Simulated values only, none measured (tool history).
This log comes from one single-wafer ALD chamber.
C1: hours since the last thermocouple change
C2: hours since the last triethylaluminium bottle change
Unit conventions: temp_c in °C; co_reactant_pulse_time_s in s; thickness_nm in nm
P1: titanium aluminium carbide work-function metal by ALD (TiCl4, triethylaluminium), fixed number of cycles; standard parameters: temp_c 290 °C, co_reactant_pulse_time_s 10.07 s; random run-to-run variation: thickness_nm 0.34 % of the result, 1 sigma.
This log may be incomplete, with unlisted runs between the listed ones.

Run 1, hour 8.0: temp_c 290 °C, co_reactant_pulse_time_s 10.07 s; C1 670.4; C2 718.7. Result: thickness_nm 1.9069 nm.
Run 2, hour 18.0: temp_c 290 °C, co_reactant_pulse_time_s 10.07 s; C1 680.4; C2 728.7. Result: thickness_nm 1.9037 nm.
Run 3, hour 33.3: temp_c 311 °C, co_reactant_pulse_time_s 10.07 s; C1 695.7; C2 744.0. Result: thickness_nm 2.0652 nm.
Run 4, hour 44.3: temp_c 290 °C, co_reactant_pulse_time_s 13.98 s; C1 706.7; C2 755.0. Result: thickness_nm 1.9429 nm.
Run 5, hour 53.2: temp_c 276 °C, co_reactant_pulse_time_s 13.56 s; C1 715.6; C2 763.9. Result: thickness_nm 1.8207 nm.
Run 6, hour 69.3: temp_c 307 °C, co_reactant_pulse_time_s 7.15 s; C1 731.7; C2 780.0. Result: thickness_nm 1.9202 nm.
At hour 70.0: thermocouple changed; heater temperature recalibrated.
Run 7, hour 83.1: temp_c 290 °C, co_reactant_pulse_time_s 10.07 s; C1 13.1; C2 793.8. Result: thickness_nm 1.9016 nm.
Run 8, hour 96.9: temp_c 290 °C, co_reactant_pulse_time_s 4.15 s; C1 26.9; C2 807.6. Result: thickness_nm 1.4930 nm.
Run 9, hour 109.7: temp_c 290 °C, co_reactant_pulse_time_s 10.07 s; C1 39.7; C2 820.4. Result: thickness_nm 1.9069 nm.
At hour 117.0: triethylaluminium bottle replaced.
Run 10, hour 123.6: temp_c 266 °C, co_reactant_pulse_time_s 10.07 s; C1 53.6; C2 6.6. Result: thickness_nm 1.7083 nm.
Run 11, hour 133.4: temp_c 303 °C, co_reactant_pulse_time_s 14.68 s; C1 63.4; C2 16.4. Result: thickness_nm 2.0465 nm.
Run 12, hour 141.1: temp_c 290 °C, co_reactant_pulse_time_s 10.07 s; C1 71.1; C2 24.1. Result: thickness_nm 1.8808 nm.
Run 13, hour 154.9: temp_c 290 °C, co_reactant_pulse_time_s 10.07 s; C1 84.9; C2 37.9. Result: thickness_nm 1.8730 nm.
Run 14, hour 164.8: temp_c 290 °C, co_reactant_pulse_time_s 10.07 s; C1 94.8; C2 47.8. Result: thickness_nm 1.8697 nm.
Run 15, hour 178.0: temp_c 290 °C, co_reactant_pulse_time_s 10.07 s; C1 108.0; C2 61.0. Result: thickness_nm 1.8522 nm.
Run 16, hour 188.9: temp_c 290 °C, co_reactant_pulse_time_s 10.07 s; C1 118.9; C2 71.9. Result: thickness_nm 1.8522 nm.
Run 17, hour 200.8: temp_c 290 °C, co_reactant_pulse_time_s 10.07 s; C1 130.8; C2 83.8. Result: thickness_nm 1.8481 nm.
Run 18, hour 211.1: temp_c 290 °C, co_reactant_pulse_time_s 10.07 s; C1 141.1; C2 94.1. Result: thickness_nm 1.8492 nm.

Something has made what P1 gives creep away from where it was; the 2 causes below, each at its own stated size, fit the log equally well:
A: wafer temperature below the value expected at the setpoint (K) = 5.79
B: triethylaluminium dose below that of a fresh bottle (%) = 17.1
The gradual shift began around hour 141.1.

Below are 4 check runs, each on a single wafer, with their results shown as question marks. Which of them would tell the listed causes apart, meaning the causes would give clearly different results under it?
Run check 1, hour 221.4: temp_c 268 °C, co_reactant_pulse_time_s 10.07 s. Result: thickness_nm ?.
Run check 2, hour 221.4: temp_c 267 °C, co_reactant_pulse_time_s 10.07 s. Result: thickness_nm ?.
Run check 3, hour 221.4: temp_c 308 °C, co_reactant_pulse_time_s 10.07 s. Result: thickness_nm ?.
Run check 4, hour 221.4: temp_c 290 °C, co_reactant_pulse_time_s 4.23 s. Result: thickness_nm ?.

Outcome of each check run for each possible cause:
  check        result    if A    if B
check 1  thickness_nm  1.6658  1.6695
check 2  thickness_nm  1.6575  1.6614
check 3  thickness_nm  2.0050  2.0018
check 4  thickness_nm  1.4658  1.3757
Distance between the nearest two causes, measured in the result of the check that separates them most: check 1 0.22 %; check 2 0.23 %; check 3 0.16 %; check 4 6.34 %
Only check 4 tells the causes apart: in the others they would give nearly the same result.

Here is what check 4 returned: thickness_nm 1.3710 nm. Which cause is it?

It was cause B: triethylaluminium dose below that of a fresh bottle (%).
